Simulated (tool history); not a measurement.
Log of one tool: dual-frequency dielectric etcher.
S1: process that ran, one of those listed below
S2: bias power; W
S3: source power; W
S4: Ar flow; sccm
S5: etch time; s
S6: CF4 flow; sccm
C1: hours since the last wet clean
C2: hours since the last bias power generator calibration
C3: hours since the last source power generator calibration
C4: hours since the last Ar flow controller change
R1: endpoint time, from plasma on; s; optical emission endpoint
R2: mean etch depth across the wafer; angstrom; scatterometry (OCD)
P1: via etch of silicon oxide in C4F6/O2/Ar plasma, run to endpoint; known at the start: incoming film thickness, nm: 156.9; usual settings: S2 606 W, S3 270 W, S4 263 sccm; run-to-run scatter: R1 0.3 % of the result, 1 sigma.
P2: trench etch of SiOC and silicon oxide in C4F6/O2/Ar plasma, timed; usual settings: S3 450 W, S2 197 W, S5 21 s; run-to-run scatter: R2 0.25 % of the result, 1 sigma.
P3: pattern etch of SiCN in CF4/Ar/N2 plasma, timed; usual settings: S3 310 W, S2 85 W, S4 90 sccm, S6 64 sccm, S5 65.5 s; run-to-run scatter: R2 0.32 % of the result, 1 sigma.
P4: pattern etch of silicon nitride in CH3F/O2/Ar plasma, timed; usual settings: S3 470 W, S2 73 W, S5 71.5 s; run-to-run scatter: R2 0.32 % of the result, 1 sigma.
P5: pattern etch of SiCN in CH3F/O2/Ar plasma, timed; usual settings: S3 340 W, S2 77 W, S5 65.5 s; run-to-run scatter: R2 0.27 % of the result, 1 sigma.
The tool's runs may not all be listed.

Run 1, hour 4.8: S1 P1, S2 606 W, S3 270 W, S4 263 sccm; C1 150.2; C2 647.4; C3 1383.6; C4 1536. Result: R1 36.994 s.
Run 2, hour 8.7: S1 P5, S2 77 W, S3 340 W, S5 65.5 s; C1 154.1; C2 651.3; C3 1387.5; C4 1539.9. Result: R2 236.88 angstrom.
Run 3, hour 12.8: S1 P2, S2 197 W, S3 270 W, S5 21 s; C1 158.2; C2 655.4; C3 1391.6; C4 1544. Result: R2 357.15 angstrom.
Run 4, hour 18.1: S1 P2, S2 197 W, S3 450 W, S5 21 s; C1 163.5; C2 660.7; C3 1396.9; C4 1549.3. Result: R2 435.22 angstrom.
Run 5, hour 25: S1 P1, S2 808 W, S3 270 W, S4 263 sccm; C1 170.4; C2 667.6; C3 1403.8; C4 1556.2. Result: R1 33.119 s.
Run 6, hour 29.8: S1 P2, S2 197 W, S3 450 W, S5 15 s; C1 175.2; C2 672.4; C3 1408.6; C4 1561. Result: R2 310.48 angstrom.
Run 7, hour 36.3: S1 P3, S2 85 W, S3 310 W, S4 90 sccm, S5 65.5 s, S6 64 sccm; C1 181.7; C2 678.9; C3 1415.1; C4 1567.5. Result: R2 428.55 angstrom.
Run 8, hour 40.6: S1 P4, S2 56 W, S3 470 W, S5 71.5 s; C1 186; C2 683.2; C3 1419.4; C4 1571.8. Result: R2 484.22 angstrom.
Run 9, hour 47.4: S1 P4, S2 73 W, S3 470 W, S5 71.5 s; C1 192.8; C2 690; C3 1426.2; C4 1578.6. Result: R2 528.25 angstrom.
Run 10, hour 51.8: S1 P1, S2 606 W, S3 270 W, S4 263 sccm; C1 197.2; C2 694.4; C3 1430.6; C4 1583. Result: R1 37.2 s.
Run 11, hour 55.7: S1 P3, S2 65 W, S3 310 W, S4 90 sccm, S5 65.5 s, S6 64 sccm; C1 201.1; C2 698.3; C3 1434.5; C4 1586.9. Result: R2 390.65 angstrom.
At hour 59.1: Ar flow controller replaced.
Run 12, hour 61.7: S1 P3, S2 85 W, S3 310 W, S4 90 sccm, S5 65.5 s, S6 44 sccm; C1 207.1; C2 704.3; C3 1440.5; C4 2.7. Result: R2 407.24 angstrom.
Run 13, hour 67.9: S1 P5, S2 77 W, S3 230 W, S5 65.5 s; C1 213.3; C2 710.5; C3 1446.7; C4 8.9. Result: R2 205.08 angstrom.
Run 14, hour 71.2: S1 P1, S2 482 W, S3 270 W, S4 323 sccm; C1 216.6; C2 713.8; C3 1450; C4 12.2. Result: R1 41.524 s.
Run 15, hour 77.4: S1 P1, S2 606 W, S3 370 W, S4 263 sccm; C1 222.8; C2 720; C3 1456.2; C4 18.4. Result: R1 33.041 s.
Run 16, hour 81.9: S1 P1, S2 606 W, S3 270 W, S4 263 sccm; C1 227.3; C2 724.5; C3 1460.7; C4 22.9. Result: R1 37.104 s.
Run 17, hour 85.8: S1 P1, S2 606 W, S3 270 W, S4 209 sccm; C1 231.2; C2 728.4; C3 1464.6; C4 26.8. Result: R1 36.292 s.
Run 18, hour 89.3: S1 P1, S2 606 W, S3 270 W, S4 368 sccm; C1 234.7; C2 731.9; C3 1468.1; C4 30.3. Result: R1 38.705 s.
Run 19, hour 96.4: S1 P5, S2 77 W, S3 340 W, S5 45.5 s; C1 241.8; C2 739; C3 1475.2; C4 37.4. Result: R2 164.42 angstrom.
Run 20, hour 103.1: S1 P2, S2 251 W, S3 450 W, S5 21 s; C1 248.5; C2 745.7; C3 1481.9; C4 44.1. Result: R2 468.44 angstrom.
Run 21, hour 109.7: S1 P3, S2 85 W, S3 310 W, S4 90 sccm, S5 45.5 s, S6 64 sccm; C1 255.1; C2 752.3; C3 1488.5; C4 50.7. Result: R2 297.77 angstrom.
Run 22, hour 115: S1 P5, S2 107 W, S3 340 W, S5 65.5 s; C1 260.4; C2 757.6; C3 1493.8; C4 56. Result: R2 267.23 angstrom.
Run 23, hour 121.9: S1 P2, S2 197 W, S3 450 W, S5 21 s; C1 267.3; C2 764.5; C3 1500.7; C4 62.9. Result: R2 434.42 angstrom.
Run 24, hour 127.1: S1 P1, S2 606 W, S3 210 W, S4 263 sccm; C1 272.5; C2 769.7; C3 1505.9; C4 68.1. Result: R1 40.898 s.
Run 25, hour 134.3: S1 P3, S2 85 W, S3 210 W, S4 90 sccm, S5 65.5 s, S6 64 sccm; C1 279.7; C2 776.9; C3 1513.1; C4 75.3. Result: R2 306.35 angstrom.
Run 26, hour 138.9: S1 P4, S2 73 W, S3 470 W, S5 39.5 s; C1 284.3; C2 781.5; C3 1517.7; C4 79.9. Result: R2 292.56 angstrom.
Run 27, hour 144: S1 P5, S2 77 W, S3 340 W, S5 65.5 s; C1 289.4; C2 786.6; C3 1522.8; C4 85. Result: R2 236.74 angstrom.
Run 28, hour 148: S1 P1, S2 606 W, S3 270 W, S4 263 sccm; C1 293.4; C2 790.6; C3 1526.8; C4 89. Result: R1 37.209 s.
Run 29, hour 154.8: S1 P4, S2 73 W, S3 330 W, S5 71.5 s; C1 300.2; C2 797.4; C3 1533.6; C4 95.8. Result: R2 462.01 angstrom.
Run 30, hour 160.5: S1 P3, S2 85 W, S3 310 W, S4 69 sccm, S5 65.5 s, S6 64 sccm; C1 305.9; C2 803.1; C3 1539.3; C4 101.5. Result: R2 445.34 angstrom.
Run 31, hour 164.4: S1 P1, S2 435 W, S3 270 W, S4 263 sccm; C1 309.8; C2 807; C3 1543.2; C4 105.4. Result: R1 42.221 s.
Run 32, hour 169.6: S1 P1, S2 606 W, S3 270 W, S4 263 sccm; C1 315; C2 812.2; C3 1548.4; C4 110.6. Result: R1 37.099 s.
Run 33, hour 175.9: S1 P1, S2 606 W, S3 270 W, S4 263 sccm; C1 321.3; C2 818.5; C3 1554.7; C4 116.9. Result: R1 36.985 s.
Run 34, hour 181.2: S1 P1, S2 606 W, S3 270 W, S4 263 sccm; C1 326.6; C2 823.8; C3 1560; C4 122.2. Result: R1 36.895 s.
Run 35, hour 186: S1 P1, S2 606 W, S3 270 W, S4 263 sccm; C1 331.4; C2 828.6; C3 1564.8; C4 127. Result: R1 36.794 s.
Run 36, hour 192.9: S1 P1, S2 606 W, S3 270 W, S4 263 sccm; C1 338.3; C2 835.5; C3 1571.7; C4 133.9. Result: R1 36.774 s.
Run 37, hour 196.7: S1 P1, S2 606 W, S3 270 W, S4 263 sccm; C1 342.1; C2 839.3; C3 1575.5; C4 137.7. Result: R1 36.785 s.
At hour 197.4: wet clean of the chamber.
Run 38, hour 199.9: S1 P1, S2 606 W, S3 270 W, S4 263 sccm; C1 2.5; C2 842.5; C3 1578.7; C4 140.9. Result: R1 36.529 s.
At hour 203.1: Ar flow controller replaced.
Run 39, hour 204.1: S1 P1, S2 606 W, S3 270 W, S4 263 sccm; C1 6.7; C2 846.7; C3 1582.9; C4 1.1. Result: R1 36.645 s.
Run 40, hour 208.8: S1 P1, S2 606 W, S3 270 W, S4 263 sccm; C1 11.4; C2 851.4; C3 1587.6; C4 5.8. Result: R1 36.7 s.
Run 41, hour 214: S1 P1, S2 606 W, S3 270 W, S4 263 sccm; C1 16.6; C2 856.6; C3 1592.8; C4 11. Result: R1 36.563 s.
Run 42, hour 219.7: S1 P1, S2 606 W, S3 270 W, S4 263 sccm; C1 22.3; C2 862.3; C3 1598.5; C4 16.7. Result: R1 36.66 s.

What P1 gives has crept away from where it was. These 2 causes fit the log equally well, each at the size given:
A: source power that arrives over what is set, % = 4.22
B: bias power that arrives over what is set, % = 3.91
The creep began at about hour 169.6.
Why every other cause is out:
chamber walls in a state that raises the etch rate, %: serviced at hour 197.4, which brought nothing back
Ar flow that arrives under what is set, %: serviced at hour 203.1, which brought nothing back

4 check runs are offered, each on 2 wafers whose results are averaged, their results left as question marks. Which one tells the causes apart?
Run check 1, hour 225.4: S1 P4, S2 73 W, S3 340 W, S5 71.5 s. Result: R2 ?.
Run check 2, hour 225.4: S1 P2, S2 231 W, S3 300 W, S5 21 s. Result: R2 ?.
Run check 3, hour 225.4: S1 P5, S2 104 W, S3 240 W, S5 65.5 s. Result: R2 ?.
Run check 4, hour 225.4: S1 P3, S2 85 W, S3 310 W, S4 90 sccm, S5 65.5 s, S6 55 sccm. Result: R2 ?.

What each check would give under each cause:
  check  result    if A    if B
check 1      R2  473.74  472.69
check 2      R2  397.99  396.91
check 3      R2  236.85  236.84
check 4      R2  435.88  426.58
How far apart the two closest causes lie, in the result that separates them most: check 1 0.22 %; check 2 0.27 %; check 3 0 %; check 4 2.16 %
Only check 4 tells the causes apart: in the others they would give nearly the same result.

Check 4 was then run and gave: R2 435.04 angstrom. Which cause is it?

It is A: source power that arrives over what is set, %.
